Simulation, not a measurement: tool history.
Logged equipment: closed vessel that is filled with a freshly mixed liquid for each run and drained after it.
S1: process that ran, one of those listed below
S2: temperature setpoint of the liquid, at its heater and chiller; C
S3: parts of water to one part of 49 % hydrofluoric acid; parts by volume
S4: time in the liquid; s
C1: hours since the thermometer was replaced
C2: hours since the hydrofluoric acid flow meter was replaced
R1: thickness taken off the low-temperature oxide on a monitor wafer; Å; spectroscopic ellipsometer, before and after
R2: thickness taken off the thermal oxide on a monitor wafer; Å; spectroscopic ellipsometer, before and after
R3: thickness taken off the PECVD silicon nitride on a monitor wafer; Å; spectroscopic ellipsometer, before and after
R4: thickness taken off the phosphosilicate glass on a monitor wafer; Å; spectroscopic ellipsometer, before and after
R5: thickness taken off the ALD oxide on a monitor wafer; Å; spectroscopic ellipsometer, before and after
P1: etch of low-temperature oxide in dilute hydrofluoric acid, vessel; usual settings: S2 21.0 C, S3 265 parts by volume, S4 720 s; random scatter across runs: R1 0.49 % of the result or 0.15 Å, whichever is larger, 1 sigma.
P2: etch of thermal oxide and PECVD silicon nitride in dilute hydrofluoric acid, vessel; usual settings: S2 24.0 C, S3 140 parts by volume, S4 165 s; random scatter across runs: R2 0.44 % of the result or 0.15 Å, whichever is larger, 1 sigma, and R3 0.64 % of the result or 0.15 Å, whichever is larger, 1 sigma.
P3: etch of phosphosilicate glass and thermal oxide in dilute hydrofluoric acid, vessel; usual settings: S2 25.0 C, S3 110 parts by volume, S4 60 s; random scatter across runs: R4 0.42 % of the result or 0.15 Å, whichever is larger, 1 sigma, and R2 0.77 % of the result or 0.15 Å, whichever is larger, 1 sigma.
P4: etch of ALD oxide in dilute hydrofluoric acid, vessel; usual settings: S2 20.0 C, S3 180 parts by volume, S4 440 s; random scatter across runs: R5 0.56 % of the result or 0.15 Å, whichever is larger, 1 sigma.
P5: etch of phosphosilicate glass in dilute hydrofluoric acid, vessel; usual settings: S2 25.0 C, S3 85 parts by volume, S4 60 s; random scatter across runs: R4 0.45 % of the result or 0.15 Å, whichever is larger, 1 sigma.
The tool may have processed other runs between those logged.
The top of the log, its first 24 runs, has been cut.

run 25 hour=333.3 | S1=P3 S2=30.5 S3=110 S4=60 | C1=1714.5 C2=1092.5 | R2=32.101 R4=438.64
run 26 hour=348.4 | S1=P1 S2=21.0 S3=265 S4=720 | C1=1729.6 C2=1107.6 | R1=218.260
run 27 hour=361.2 | S1=P1 S2=28.0 S3=370 S4=720 | C1=1742.4 C2=1120.4 | R1=180.230
run 28 hour=378.4 | S1=P1 S2=17.0 S3=265 S4=720 | C1=1759.6 C2=1137.6 | R1=187.980
run 29 hour=391.9 | S1=P3 S2=25.0 S3=110 S4=60 | C1=1773.1 C2=1151.1 | R2=26.003 R4=357.79
run 30 hour=407.2 | S1=P1 S2=21.0 S3=265 S4=720 | C1=1788.4 C2=1166.4 | R1=218.730
run 31 hour=426.0 | S1=P1 S2=21.0 S3=265 S4=720 | C1=1807.2 C2=1185.2 | R1=223.720
run 32 hour=435.2 | S1=P1 S2=21.0 S3=265 S4=720 | C1=1816.4 C2=1194.4 | R1=228.820
run 33 hour=450.1 | S1=P1 S2=21.0 S3=265 S4=720 | C1=1831.3 C2=1209.3 | R1=226.820
run 34 hour=458.3 | S1=P1 S2=21.0 S3=265 S4=720 | C1=1839.5 C2=1217.5 | R1=231.170
run 35 hour=469.4 | S1=P1 S2=21.0 S3=265 S4=720 | C1=1850.6 C2=1228.6 | R1=230.730
run 36 hour=483.2 | S1=P1 S2=21.0 S3=265 S4=720 | C1=1864.4 C2=1242.4 | R1=228.810
run 37 hour=491.6 | S1=P1 S2=21.0 S3=265 S4=720 | C1=1872.8 C2=1250.8 | R1=228.170

Run 38, settings as shown, results not yet in. Your forecast:
run 38 hour=502.8 | S1=P1 S2=21.0 S3=265 S4=720 | C1=1884.0 C2=1262.0 | R1=?

Run 38 produced R1 231.480 Å.

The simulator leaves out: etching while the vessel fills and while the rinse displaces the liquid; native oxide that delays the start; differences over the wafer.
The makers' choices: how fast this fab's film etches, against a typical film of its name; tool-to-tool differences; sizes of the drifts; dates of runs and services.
